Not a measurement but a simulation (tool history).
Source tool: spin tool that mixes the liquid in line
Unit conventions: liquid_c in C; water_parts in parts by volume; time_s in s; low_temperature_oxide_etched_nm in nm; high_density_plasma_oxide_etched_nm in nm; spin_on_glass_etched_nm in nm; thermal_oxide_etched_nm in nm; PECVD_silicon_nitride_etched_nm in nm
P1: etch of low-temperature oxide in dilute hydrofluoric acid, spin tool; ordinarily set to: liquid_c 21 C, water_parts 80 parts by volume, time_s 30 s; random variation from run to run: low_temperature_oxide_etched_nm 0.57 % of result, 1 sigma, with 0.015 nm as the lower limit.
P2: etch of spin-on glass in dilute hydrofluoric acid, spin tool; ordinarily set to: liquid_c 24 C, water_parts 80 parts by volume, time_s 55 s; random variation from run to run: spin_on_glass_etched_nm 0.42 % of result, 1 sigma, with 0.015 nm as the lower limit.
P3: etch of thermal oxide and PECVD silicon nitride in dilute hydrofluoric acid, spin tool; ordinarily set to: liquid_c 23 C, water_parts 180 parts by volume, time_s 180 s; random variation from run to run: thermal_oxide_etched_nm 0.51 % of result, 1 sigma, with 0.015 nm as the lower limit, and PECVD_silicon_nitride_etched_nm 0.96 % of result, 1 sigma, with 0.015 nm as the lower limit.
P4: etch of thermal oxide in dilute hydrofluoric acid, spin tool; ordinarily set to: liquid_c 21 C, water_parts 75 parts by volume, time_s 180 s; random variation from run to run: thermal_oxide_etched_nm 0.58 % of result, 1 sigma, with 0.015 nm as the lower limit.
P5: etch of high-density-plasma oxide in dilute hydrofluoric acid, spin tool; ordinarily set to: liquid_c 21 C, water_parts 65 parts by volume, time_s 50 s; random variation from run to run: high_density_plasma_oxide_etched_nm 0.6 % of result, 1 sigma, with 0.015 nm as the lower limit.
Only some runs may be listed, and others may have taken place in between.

run,hour,process,liquid_c,water_parts,time_s,low_temperature_oxide_etched_nm,high_density_plasma_oxide_etched_nm,spin_on_glass_etched_nm,thermal_oxide_etched_nm,PECVD_silicon_nitride_etched_nm
1,8,P1,21,80,30,7.6779,,,,
2,15,P1,21,80,30,7.7839,,,,
3,21.3,P5,17,65,50,,4.3148,,,
4,26.3,P2,32,80,55,,,54.974,,
5,31.1,P2,24,80,55,,,40.235,,
6,37.8,P5,21,65,15,,1.507,,,
7,42,P2,24,80,55,,,40.267,,
8,49,P5,21,65,50,,5.1186,,,
9,52.8,P1,21,80,30,7.7011,,,,
10,59.1,P1,21,80,55,14.16,,,,
11,66.3,P2,24,30,55,,,113.63,,
12,70.9,P1,21,80,30,7.7016,,,,
13,77.8,P3,23,180,180,,,,4.3284,2.1525
14,84.4,P1,21,80,30,7.6898,,,,
15,88.1,P4,25.5,75,180,,,,11.827,
16,92.4,P1,17,80,30,6.5089,,,,
17,98.4,P1,21,80,30,7.6277,,,,
18,102.6,P4,21,105,180,,,,6.7548,
19,109.3,P2,24,80,110,,,80.295,,
20,113,P1,21,20,30,33.051,,,,
21,118.5,P3,23,100,180,,,,8.5653,3.8006
22,122.4,P5,21,65,50,,5.1262,,,
# hour 128.5: thermometer replaced
23,130.1,P3,23,180,315,,,,7.5535,3.8012
24,135.4,P1,21,135,30,4.3061,,,,
25,139.1,P4,21,75,35,,,,1.889,
26,142.6,P1,25,80,30,9.0211,,,,
27,146.9,P4,21,75,180,,,,9.8555,
28,154.7,P5,21,40,50,,8.5886,,,
29,160.8,P4,21,75,180,,,,9.789,
30,167.5,P3,30.5,180,180,,,,5.66,3.4652
31,174.6,P1,21,40,55,29.822,,,,
32,179.5,P1,21,80,15,3.854,,,,
33,183.4,P1,21,80,30,7.6228,,,,
34,186.9,P1,21,80,30,7.8084,,,,
35,192.7,P1,21,80,30,7.8464,,,,
36,199.3,P1,21,80,30,7.9475,,,,
37,206.9,P1,21,80,30,8.1521,,,,
38,211.9,P1,21,80,30,8.0574,,,,
39,217.6,P1,21,80,30,8.1302,,,,
40,222,P1,21,80,30,8.2233,,,,
41,228.9,P1,21,80,30,8.2995,,,,
42,233.4,P1,21,80,30,8.2154,,,,
43,239.9,P1,21,80,30,8.2388,,,,
44,245.5,P1,21,80,30,8.2397,,,,

The log shows P1 creeping away from where it was. Any of the 2 causes listed here, at the size stated for it, fits the log just as well as the others:
A: hydrofluoric acid flow above the setpoint (%) = 6.25
B: liquid hotter than its thermometer reads (K) = 1.62
The gradual shift began around hour 183.4.

The 4 check runs listed below each average the results of 5 wafers, and their outcomes are marked with question marks. Under which run would the listed causes produce clearly different results?
check 1,251.1,P4,21,75,180,,,,?,
check 2,251.1,P3,23,180,180,,,,?,?
check 3,251.1,P5,21,65,50,,?,,,
check 4,251.1,P2,24,80,55,,,?,,

Check results expected under each cause:
check,result,if A,if B
check 1,thermal_oxide_etched_nm,10.472,10.48
check 2,thermal_oxide_etched_nm,4.6463,4.5941
check 2,PECVD_silicon_nitride_etched_nm,2.2913,2.3937
check 3,high_density_plasma_oxide_etched_nm,5.4573,5.4677
check 4,spin_on_glass_etched_nm,42.957,42.872
Per check, the gap between the least separated pair of causes, taken in the result that splits them most: check 1 0.08 %; check 2 4.37 %; check 3 0.19 %; check 4 0.2 %
Check 2 distinguishes between the causes, while the remaining checks would return nearly the same result for all of them.

Here is what check 2 returned: thermal_oxide_etched_nm 4.6001 nm; PECVD_silicon_nitride_etched_nm 2.3806 nm. Which cause is it?

It was cause B: liquid hotter than its thermometer reads (K).

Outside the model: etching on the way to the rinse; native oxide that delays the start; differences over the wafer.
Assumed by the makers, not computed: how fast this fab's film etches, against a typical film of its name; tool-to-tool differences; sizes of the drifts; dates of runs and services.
